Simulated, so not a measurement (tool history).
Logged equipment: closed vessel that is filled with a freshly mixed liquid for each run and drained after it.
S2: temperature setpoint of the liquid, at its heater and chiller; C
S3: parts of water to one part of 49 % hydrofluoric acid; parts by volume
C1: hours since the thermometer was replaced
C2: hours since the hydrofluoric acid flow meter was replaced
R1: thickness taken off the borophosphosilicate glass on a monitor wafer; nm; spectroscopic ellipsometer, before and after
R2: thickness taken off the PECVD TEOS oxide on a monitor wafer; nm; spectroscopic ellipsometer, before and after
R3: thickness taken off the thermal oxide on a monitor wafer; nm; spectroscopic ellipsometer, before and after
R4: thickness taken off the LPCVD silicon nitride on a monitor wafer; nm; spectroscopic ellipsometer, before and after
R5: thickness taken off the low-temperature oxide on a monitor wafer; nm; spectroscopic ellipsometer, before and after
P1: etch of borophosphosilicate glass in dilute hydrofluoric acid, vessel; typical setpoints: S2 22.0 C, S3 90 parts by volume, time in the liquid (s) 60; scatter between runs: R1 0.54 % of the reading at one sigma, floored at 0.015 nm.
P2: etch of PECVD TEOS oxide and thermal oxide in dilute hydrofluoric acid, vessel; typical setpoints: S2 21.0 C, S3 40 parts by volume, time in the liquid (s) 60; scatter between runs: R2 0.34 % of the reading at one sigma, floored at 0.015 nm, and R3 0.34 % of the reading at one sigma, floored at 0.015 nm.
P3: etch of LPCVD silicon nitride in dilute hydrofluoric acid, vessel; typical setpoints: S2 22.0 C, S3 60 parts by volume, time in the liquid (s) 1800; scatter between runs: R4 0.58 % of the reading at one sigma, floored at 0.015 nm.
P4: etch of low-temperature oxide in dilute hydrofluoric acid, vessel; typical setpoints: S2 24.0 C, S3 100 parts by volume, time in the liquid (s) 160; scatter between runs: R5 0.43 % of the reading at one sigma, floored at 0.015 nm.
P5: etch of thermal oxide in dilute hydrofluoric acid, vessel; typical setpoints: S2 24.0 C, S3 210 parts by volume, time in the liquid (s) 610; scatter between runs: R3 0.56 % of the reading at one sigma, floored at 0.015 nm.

Run 1, day 0.196: process that ran P1, S2 22.0 C, S3 90 parts by volume, time in the liquid (s) 60; C1 1043.5; C2 605.9. Result: R1 42.182 nm.
Run 2, day 0.404: process that ran P1, S2 22.0 C, S3 90 parts by volume, time in the liquid (s) 90; C1 1048.5; C2 610.9. Result: R1 62.651 nm.
Run 3, day 0.529: process that ran P2, S2 25.5 C, S3 40 parts by volume, time in the liquid (s) 60; C1 1051.5; C2 613.9. Result: R2 33.433 nm, R3 8.0577 nm.
Run 4, day 0.762: process that ran P5, S2 24.0 C, S3 210 parts by volume, time in the liquid (s) 180; C1 1057.1; C2 619.5. Result: R3 3.5593 nm.
Run 5, day 0.904: process that ran P3, S2 22.0 C, S3 60 parts by volume, time in the liquid (s) 1800; C1 1060.5; C2 622.9. Result: R4 12.367 nm.
Run 6, day 1.017: process that ran P1, S2 27.0 C, S3 90 parts by volume, time in the liquid (s) 115; C1 1063.2; C2 625.6. Result: R1 98.977 nm.
Run 7, day 1.150: process that ran P5, S2 24.0 C, S3 295 parts by volume, time in the liquid (s) 610; C1 1066.4; C2 628.8. Result: R3 7.8194 nm.
Run 8, day 1.279: process that ran P1, S2 22.0 C, S3 90 parts by volume, time in the liquid (s) 60; C1 1069.5; C2 631.9. Result: R1 42.272 nm.
Run 9, day 1.408: process that ran P1, S2 22.0 C, S3 90 parts by volume, time in the liquid (s) 60; C1 1072.6; C2 635.0. Result: R1 42.150 nm.
Run 10, day 1.642: process that ran P5, S2 30.0 C, S3 210 parts by volume, time in the liquid (s) 610; C1 1078.2; C2 640.6. Result: R3 14.7210 nm.
Run 11, day 1.829: process that ran P1, S2 22.0 C, S3 90 parts by volume, time in the liquid (s) 60; C1 1082.7; C2 645.1. Result: R1 41.936 nm.
Run 12, day 1.983: process that ran P1, S2 17.0 C, S3 90 parts by volume, time in the liquid (s) 85; C1 1086.4; C2 648.8. Result: R1 48.268 nm.
Run 13, day 2.192: process that ran P5, S2 24.0 C, S3 210 parts by volume, time in the liquid (s) 610; C1 1091.4; C2 653.8. Result: R3 11.8930 nm.
Run 14, day 2.388: process that ran P1, S2 17.0 C, S3 90 parts by volume, time in the liquid (s) 60; C1 1096.1; C2 658.5. Result: R1 34.223 nm.
Run 15, day 2.529: process that ran P4, S2 24.0 C, S3 100 parts by volume, time in the liquid (s) 160; C1 1099.5; C2 661.9. Result: R5 56.959 nm.
At day 2.562: thermometer replaced.
Run 16, day 2.721: process that ran P1, S2 22.0 C, S3 90 parts by volume, time in the liquid (s) 60; C1 3.9; C2 666.5. Result: R1 41.719 nm.
Run 17, day 2.829: process that ran P2, S2 21.0 C, S3 40 parts by volume, time in the liquid (s) 60; C1 6.5; C2 669.1. Result: R2 27.547 nm, R3 6.6165 nm.
Run 18, day 3.046: process that ran P3, S2 22.0 C, S3 60 parts by volume, time in the liquid (s) 1800; C1 11.7; C2 674.3. Result: R4 12.230 nm.
Run 19, day 3.233: process that ran P1, S2 26.5 C, S3 90 parts by volume, time in the liquid (s) 60; C1 16.2; C2 678.8. Result: R1 50.029 nm.
Run 20, day 3.379: process that ran P3, S2 27.5 C, S3 60 parts by volume, time in the liquid (s) 1800; C1 19.7; C2 682.3. Result: R4 17.709 nm.
Run 21, day 3.567: process that ran P3, S2 22.0 C, S3 60 parts by volume, time in the liquid (s) 2970; C1 24.2; C2 686.8. Result: R4 20.306 nm.
Run 22, day 3.725: process that ran P1, S2 22.0 C, S3 90 parts by volume, time in the liquid (s) 30; C1 28.0; C2 690.6. Result: R1 21.111 nm.
Run 23, day 3.871: process that ran P2, S2 21.0 C, S3 40 parts by volume, time in the liquid (s) 115; C1 31.5; C2 694.1. Result: R2 52.908 nm, R3 12.8080 nm.
Run 24, day 4.117: process that ran P4, S2 24.0 C, S3 100 parts by volume, time in the liquid (s) 30; C1 37.4; C2 700.0. Result: R5 10.657 nm.
Run 25, day 4.296: process that ran P3, S2 22.0 C, S3 20 parts by volume, time in the liquid (s) 1800; C1 41.7; C2 704.3. Result: R4 35.586 nm.
Run 26, day 4.467: process that ran P1, S2 22.0 C, S3 50 parts by volume, time in the liquid (s) 60; C1 45.8; C2 708.4. Result: R1 79.379 nm.
Run 27, day 4.638: process that ran P1, S2 22.0 C, S3 165 parts by volume, time in the liquid (s) 60; C1 49.9; C2 712.5. Result: R1 21.259 nm.
Run 28, day 4.792: process that ran P2, S2 21.0 C, S3 55 parts by volume, time in the liquid (s) 60; C1 53.6; C2 716.2. Result: R2 19.550 nm, R3 4.7853 nm.
Run 29, day 4.912: process that ran P4, S2 19.0 C, S3 100 parts by volume, time in the liquid (s) 160; C1 56.5; C2 719.1. Result: R5 46.726 nm.
Run 30, day 5.146: process that ran P4, S2 24.0 C, S3 140 parts by volume, time in the liquid (s) 160; C1 62.1; C2 724.7. Result: R5 38.650 nm.
Run 31, day 5.367: process that ran P1, S2 22.0 C, S3 90 parts by volume, time in the liquid (s) 60; C1 67.4; C2 730.0. Result: R1 42.030 nm.
Run 32, day 5.604: process that ran P1, S2 22.0 C, S3 90 parts by volume, time in the liquid (s) 60; C1 73.1; C2 735.7. Result: R1 41.191 nm.
Run 33, day 5.729: process that ran P1, S2 22.0 C, S3 90 parts by volume, time in the liquid (s) 60; C1 76.1; C2 738.7. Result: R1 40.781 nm.
Run 34, day 5.871: process that ran P1, S2 22.0 C, S3 90 parts by volume, time in the liquid (s) 60; C1 79.5; C2 742.1. Result: R1 40.279 nm.
Run 35, day 6.012: process that ran P1, S2 22.0 C, S3 90 parts by volume, time in the liquid (s) 60; C1 82.9; C2 745.5. Result: R1 40.601 nm.
Run 36, day 6.254: process that ran P1, S2 22.0 C, S3 90 parts by volume, time in the liquid (s) 60; C1 88.7; C2 751.3. Result: R1 39.955 nm.
Run 37, day 6.404: process that ran P1, S2 22.0 C, S3 90 parts by volume, time in the liquid (s) 60; C1 92.3; C2 754.9. Result: R1 39.929 nm.
Run 38, day 6.592: process that ran P1, S2 22.0 C, S3 90 parts by volume, time in the liquid (s) 60; C1 96.8; C2 759.4. Result: R1 39.732 nm.
Run 39, day 6.829: process that ran P1, S2 22.0 C, S3 90 parts by volume, time in the liquid (s) 60; C1 102.5; C2 765.1. Result: R1 39.878 nm.
Run 40, day 7.029: process that ran P1, S2 22.0 C, S3 90 parts by volume, time in the liquid (s) 60; C1 107.3; C2 769.9. Result: R1 39.661 nm.
Run 41, day 7.238: process that ran P1, S2 22.0 C, S3 90 parts by volume, time in the liquid (s) 60; C1 112.3; C2 774.9. Result: R1 39.592 nm.

The output of P1 has drifted from where it used to be. Each of the 2 causes below, taken at the size shown beside it, accounts for the log equally well:
A: hydrofluoric acid flow below the setpoint (%) = 4.99
B: liquid colder than its thermometer reads (K) = 1.39
The creep began at about day 5.367.

Question marks stand in for the results of the 4 check runs listed below, each run on one wafer. Under which run would the listed causes show clearly different results?
Run check 1, day 7.446: process that ran P5, S2 24.0 C, S3 210 parts by volume, time in the liquid (s) 610. Result: R3 ?.
Run check 2, day 7.446: process that ran P2, S2 21.0 C, S3 40 parts by volume, time in the liquid (s) 60. Result: R2 ?, R3 ?.
Run check 3, day 7.446: process that ran P3, S2 22.0 C, S3 60 parts by volume, time in the liquid (s) 1800. Result: R4 ?.
Run check 4, day 7.446: process that ran P4, S2 24.0 C, S3 100 parts by volume, time in the liquid (s) 160. Result: R5 ?.

What every check run would give for each of its results, assuming each possible cause in turn:
  check  result     if A     if B
check 1      R3  11.2400  11.3690
check 2      R2   26.125   25.981
check 2      R3   6.3067   6.2718
check 3      R4   11.711   11.194
check 4      R5   53.775   53.892
Minimum pairwise separation of causes per check, each pair taken at its best-separating result: check 1 1.14 %; check 2 0.55 %; check 3 4.52 %; check 4 0.22 %
Of the check runs offered, only check 3 discriminates between the causes; the rest would read about the same regardless of which cause applies.

Then check 3 was run and gave: R4 11.239 nm. Which cause is it?

Of the candidate causes, it is B: liquid colder than its thermometer reads (K).

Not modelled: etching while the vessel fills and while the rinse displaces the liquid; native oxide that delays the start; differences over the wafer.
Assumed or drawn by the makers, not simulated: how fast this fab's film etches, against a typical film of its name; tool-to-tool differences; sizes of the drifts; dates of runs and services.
